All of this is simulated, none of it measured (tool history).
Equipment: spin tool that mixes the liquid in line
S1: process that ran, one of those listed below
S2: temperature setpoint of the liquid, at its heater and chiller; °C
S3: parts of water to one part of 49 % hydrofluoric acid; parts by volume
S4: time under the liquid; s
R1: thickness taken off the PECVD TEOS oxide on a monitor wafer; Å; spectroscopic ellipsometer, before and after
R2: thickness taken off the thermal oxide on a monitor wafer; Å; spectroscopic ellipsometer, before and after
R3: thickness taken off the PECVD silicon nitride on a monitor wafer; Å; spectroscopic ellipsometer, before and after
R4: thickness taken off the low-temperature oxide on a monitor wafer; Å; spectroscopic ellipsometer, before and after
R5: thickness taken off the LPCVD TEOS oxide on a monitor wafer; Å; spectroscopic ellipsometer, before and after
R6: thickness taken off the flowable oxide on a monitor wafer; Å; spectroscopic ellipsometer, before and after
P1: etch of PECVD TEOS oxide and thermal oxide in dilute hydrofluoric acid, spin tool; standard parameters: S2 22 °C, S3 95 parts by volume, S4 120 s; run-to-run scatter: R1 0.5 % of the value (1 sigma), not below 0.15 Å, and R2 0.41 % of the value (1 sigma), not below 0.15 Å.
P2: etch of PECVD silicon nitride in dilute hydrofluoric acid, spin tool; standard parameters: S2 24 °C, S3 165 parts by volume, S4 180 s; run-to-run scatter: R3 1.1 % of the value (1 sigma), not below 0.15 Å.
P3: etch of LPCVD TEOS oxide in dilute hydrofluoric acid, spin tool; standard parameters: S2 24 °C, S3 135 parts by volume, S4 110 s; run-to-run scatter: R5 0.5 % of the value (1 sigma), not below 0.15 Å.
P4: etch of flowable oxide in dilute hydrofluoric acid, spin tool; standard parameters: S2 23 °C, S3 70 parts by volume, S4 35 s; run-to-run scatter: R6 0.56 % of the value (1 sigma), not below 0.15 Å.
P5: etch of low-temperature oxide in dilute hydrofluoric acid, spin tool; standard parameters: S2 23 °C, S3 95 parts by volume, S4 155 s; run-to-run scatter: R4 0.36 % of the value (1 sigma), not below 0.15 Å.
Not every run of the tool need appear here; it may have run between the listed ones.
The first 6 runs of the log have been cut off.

run	hour	S1	S2	S3	S4	R1	R2	R3	R4	R5	R6
7	67.4	P3	24	135	175					441.52	
8	75.1	P3	17	135	110					207.14	
9	87.2	P2	17	165	180			12.043			
10	93.9	P4	23	70	55						258.88
11	101	P3	24	135	110					273.78	
12	113.3	P5	23	95	305				554.71		
13	124.6	P1	22	20	120	779.65	286.91				
14	132	P4	23	70	35						165.5
15	139.3	P4	23	125	35						87.638
16	149.2	P1	17	35	120	354.15	128.84				
17	155.3	P1	18	95	120	127.52	46.818				
18	164.7	P2	24	165	275			28.264			
19	177.9	P3	24	210	110					164.64	

Run 20 comes next. What will it give?
20	185.6	P3	24	135	110					?	

{"run 20": {"R5": 273.37}}
